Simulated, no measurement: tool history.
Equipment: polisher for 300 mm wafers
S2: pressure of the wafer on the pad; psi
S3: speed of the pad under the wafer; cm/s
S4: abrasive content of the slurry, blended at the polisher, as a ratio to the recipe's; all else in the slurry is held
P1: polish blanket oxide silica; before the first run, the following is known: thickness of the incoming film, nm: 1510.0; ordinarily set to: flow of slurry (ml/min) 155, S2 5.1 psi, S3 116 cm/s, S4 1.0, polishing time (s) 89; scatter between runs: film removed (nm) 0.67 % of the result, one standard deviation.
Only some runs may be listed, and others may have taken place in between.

Run 1, hour 16.3: flow of slurry (ml/min) 155, S2 5.1 psi, S3 116 cm/s, S4 1.0, polishing time (s) 89. Result: film removed (nm) 309.65.
Run 2, hour 25.4: flow of slurry (ml/min) 155, S2 5.1 psi, S3 116 cm/s, S4 1.0, polishing time (s) 89. Result: film removed (nm) 314.08.
Run 3, hour 43.0: flow of slurry (ml/min) 155, S2 5.1 psi, S3 116 cm/s, S4 1.0, polishing time (s) 139. Result: film removed (nm) 491.63.
Run 4, hour 55.6: flow of slurry (ml/min) 225, S2 5.1 psi, S3 116 cm/s, S4 1.0, polishing time (s) 89. Result: film removed (nm) 328.51.
Run 5, hour 66.9: flow of slurry (ml/min) 155, S2 5.1 psi, S3 116 cm/s, S4 1.0, polishing time (s) 89. Result: film removed (nm) 313.21.
Run 6, hour 78.2: flow of slurry (ml/min) 155, S2 5.1 psi, S3 116 cm/s, S4 0.5, polishing time (s) 89. Result: film removed (nm) 216.22.
Run 7, hour 93.4: flow of slurry (ml/min) 155, S2 7.3 psi, S3 116 cm/s, S4 1.0, polishing time (s) 89. Result: film removed (nm) 446.67.
Run 8, hour 103.4: flow of slurry (ml/min) 155, S2 5.1 psi, S3 116 cm/s, S4 1.0, polishing time (s) 89. Result: film removed (nm) 317.32.
At hour 104.7: conditioning disc replaced and pad reconditioned.
Run 9, hour 112.2: flow of slurry (ml/min) 155, S2 5.1 psi, S3 116 cm/s, S4 1.0, polishing time (s) 89. Result: film removed (nm) 312.03.
Run 10, hour 123.4: flow of slurry (ml/min) 155, S2 5.1 psi, S3 56 cm/s, S4 1.0, polishing time (s) 89. Result: film removed (nm) 177.41.
Run 11, hour 140.0: flow of slurry (ml/min) 155, S2 3.9 psi, S3 90 cm/s, S4 1.0, polishing time (s) 89. Result: film removed (nm) 199.86.
Run 12, hour 156.7: flow of slurry (ml/min) 155, S2 2.3 psi, S3 116 cm/s, S4 1.0, polishing time (s) 89. Result: film removed (nm) 142.70.
Run 13, hour 167.1: flow of slurry (ml/min) 95, S2 5.1 psi, S3 116 cm/s, S4 1.0, polishing time (s) 89. Result: film removed (nm) 283.58.
Run 14, hour 182.5: flow of slurry (ml/min) 155, S2 5.1 psi, S3 116 cm/s, S4 1.4, polishing time (s) 89. Result: film removed (nm) 366.24.

What does the tool deliver on the next run?
At hour 189.6: slurry nozzle cleaned.
Run 15, hour 196.4: flow of slurry (ml/min) 155, S2 5.1 psi, S3 180 cm/s, S4 1.0, polishing time (s) 89. Result: film removed (nm) ?.

{"run 15": {"film removed (nm)": 446.59}}
